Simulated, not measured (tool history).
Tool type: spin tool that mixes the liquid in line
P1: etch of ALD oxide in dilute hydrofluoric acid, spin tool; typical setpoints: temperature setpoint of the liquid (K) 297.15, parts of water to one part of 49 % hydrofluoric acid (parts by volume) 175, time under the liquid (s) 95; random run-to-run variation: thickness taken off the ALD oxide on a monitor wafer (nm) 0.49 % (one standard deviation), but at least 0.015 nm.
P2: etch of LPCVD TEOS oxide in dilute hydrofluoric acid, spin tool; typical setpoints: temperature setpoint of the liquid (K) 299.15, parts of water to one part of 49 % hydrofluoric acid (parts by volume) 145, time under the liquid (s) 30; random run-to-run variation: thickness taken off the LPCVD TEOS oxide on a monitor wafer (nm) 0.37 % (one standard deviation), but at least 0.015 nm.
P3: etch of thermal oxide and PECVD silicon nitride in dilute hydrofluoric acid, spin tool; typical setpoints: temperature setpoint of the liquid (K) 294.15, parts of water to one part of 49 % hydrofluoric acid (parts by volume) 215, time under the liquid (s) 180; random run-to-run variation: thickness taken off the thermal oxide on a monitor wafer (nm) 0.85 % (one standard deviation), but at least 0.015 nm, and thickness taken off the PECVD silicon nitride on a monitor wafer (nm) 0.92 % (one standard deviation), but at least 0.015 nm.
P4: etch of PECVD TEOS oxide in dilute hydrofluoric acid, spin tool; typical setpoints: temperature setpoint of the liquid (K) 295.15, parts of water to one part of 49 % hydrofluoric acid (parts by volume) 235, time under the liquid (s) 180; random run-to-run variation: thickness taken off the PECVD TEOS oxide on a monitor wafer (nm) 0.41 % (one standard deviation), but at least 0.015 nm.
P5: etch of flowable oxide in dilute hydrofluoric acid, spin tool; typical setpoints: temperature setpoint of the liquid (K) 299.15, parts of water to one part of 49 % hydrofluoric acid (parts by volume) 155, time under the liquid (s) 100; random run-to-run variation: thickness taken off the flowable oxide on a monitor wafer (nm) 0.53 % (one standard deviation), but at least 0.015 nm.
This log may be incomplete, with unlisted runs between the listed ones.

run   hour  process that ran  temperature setpoint of the liquid (K)  parts of water to one part of 49 % hydrofluoric acid (parts by volume)  time under the liquid (s)  thickness taken off the ALD oxide on a monitor wafer (nm)  thickness taken off the PECVD TEOS oxide on a monitor wafer (nm)  thickness taken off the flowable oxide on a monitor wafer (nm)  thickness taken off the LPCVD TEOS oxide on a monitor wafer (nm)  thickness taken off the thermal oxide on a monitor wafer (nm)  thickness taken off the PECVD silicon nitride on a monitor wafer (nm)
  1    2.5                P1                                  297.15                                                                     175                         95                                                     7.5150
  2    5.6                P1                                  301.65                                                                     175                         95                                                     8.9029
  3   10.1                P4                                  295.15                                                                     370                        180                                                                                                                       3.2363
  4   12.7                P1                                  297.15                                                                     175                         95                                                     7.5625
  5   16.6                P1                                  297.15                                                                     175                        135                                                    10.5890
  6   19.9                P4                                  300.15                                                                     235                        180                                                                                                                       6.9172
  7   23.8                P5                                  299.15                                                                     155                        100                                                                                                                                                                                       34.697
  8   26.8                P4                                  295.15                                                                     235                        180                                                                                                                       5.8177
  9   31.5                P1                                  297.15                                                                     175                         95                                                     7.4459
 10   33.7                P1                                  297.15                                                                     300                         95                                                     3.8536
 11   37.4                P1                                  297.15                                                                     175                         95                                                     7.5811
 12   40.7                P1                                  297.15                                                                      70                        155                                                    34.6520
 13   45.3                P2                                  299.15                                                                     235                         30                                                                                                                                                                                                                                                         3.2235
 14   48.3                P1                                  297.15                                                                      95                         95                                                    15.2130
 15   51.6                P5                                  299.15                                                                     155                        195                                                                                                                                                                                       67.944
 16   54.4                P1                                  290.65                                                                     175                         95                                                     5.8968
 17   59.1                P1                                  297.15                                                                     175                         95                                                     7.5514
 18   63.2                P1                                  297.15                                                                     175                         25                                                     1.9772
 19   66.8                P4                                  295.15                                                                     235                         90                                                                                                                       2.9037
 20   69.4                P3                                  299.15                                                                     215                        180                                                                                                                                                                                                                                                                                                                        3.5510                                                                 3.4599
 21   72.6                P3                                  294.15                                                                     215                        340                                                                                                                                                                                                                                                                                                                        5.5461                                                                 4.8589
 22   76.0                P5                                  292.65                                                                     155                        100                                                                                                                                                                                       27.034
 23   79.3                P5                                  299.15                                                                     240                        100                                                                                                                                                                                       20.621
 24   83.7                P3                                  294.15                                                                     215                        180                                                                                                                                                                                                                                                                                                                        2.9335                                                                 2.6186
 25   87.2                P1                                  297.15                                                                     175                         95                                                     7.5688
 26   91.0                P1                                  297.15                                                                      40                         15                                                     6.0999
 27   94.7                P2                                  299.15                                                                     145                         30                                                                                                                                                                                                                                                         5.7817
 28   96.9                P2                                  293.65                                                                     145                         30                                                                                                                                                                                                                                                         4.7183
 29  101.3                P3                                  294.15                                                                     360                        180                                                                                                                                                                                                                                                                                                                        1.5236                                                                 1.5802
 30  104.9                P3                                  294.15                                                                     215                        180                                                                                                                                                                                                                                                                                                                        2.9358                                                                 2.5877
 31  107.2                P2                                  299.15                                                                     145                         30                                                                                                                                                                                                                                                         5.7900
 32  111.6                P2                                  299.15                                                                     145                         15                                                                                                                                                                                                                                                         2.8914
 33  115.8                P4                                  295.15                                                                     235                        180                                                                                                                       5.7695
 34  119.9                P1                                  297.15                                                                     175                         95                                                     7.5401
 35  123.8                P1                                  297.15                                                                     175                         95                                                     7.6177
 36  127.1                P1                                  297.15                                                                     175                         95                                                     7.6944
 37  131.0                P1                                  297.15                                                                     175                         95                                                     7.9366
 38  134.0                P1                                  297.15                                                                     175                         95                                                     7.8642
 39  138.3                P1                                  297.15                                                                     175                         95                                                     7.9263
 40  142.1                P1                                  297.15                                                                     175                         95                                                     7.9266
 41  146.5                P1                                  297.15                                                                     175                         95                                                     7.9205
 42  149.4                P1                                  297.15                                                                     175                         95                                                     7.9917
 43  152.0                P1                                  297.15                                                                     175                         95                                                     7.9058
 44  156.2                P1                                  297.15                                                                     175                         95                                                     7.9729

The output of P1 has drifted from where it used to be. Each of the 2 causes below, taken at the size shown beside it, accounts for the log equally well:
A: liquid hotter than its thermometer reads (K) = 1.51
B: hydrofluoric acid flow above the setpoint (%) = 4.83
Onset of the creep was near hour 119.9.

Of the 4 check runs below, each run on 3 wafers with the results averaged and each result still a question mark, which one would tell the listed causes apart?
check 1  160.4                P4                                  295.15                                                                     235                        180                                                                                                                            ?
check 2  160.4                P2                                  299.15                                                                     145                         30                                                                                                                                                                                                                                                              ?
check 3  160.4                P3                                  294.15                                                                     215                        180                                                                                                                                                                                                                                                                                                                             ?                                                                      ?
check 4  160.4                P5                                  299.15                                                                     155                        100                                                                                                                                                                                            ?

Check results expected under each cause:
  check                                                                 result    if A    if B
check 1       thickness taken off the PECVD TEOS oxide on a monitor wafer (nm)  6.1305  6.1465
check 2       thickness taken off the LPCVD TEOS oxide on a monitor wafer (nm)  6.1587  6.1520
check 3          thickness taken off the thermal oxide on a monitor wafer (nm)  3.0781  3.0792
check 3  thickness taken off the PECVD silicon nitride on a monitor wafer (nm)  2.8405  2.6995
check 4         thickness taken off the flowable oxide on a monitor wafer (nm)  36.886  36.878
Per-check spread between the two closest causes, in the result where they differ most: check 1 0.26 %; check 2 0.11 %; check 3 5.09 %; check 4 0.02 %
Only check 3 tells the causes apart: in the others they would give nearly the same result.

The results of check 3 are: thickness taken off the thermal oxide on a monitor wafer (nm) 3.0838; thickness taken off the PECVD silicon nitride on a monitor wafer (nm) 2.6694. Based on these, which of the listed causes is it?

It was cause B: hydrofluoric acid flow above the setpoint (%).
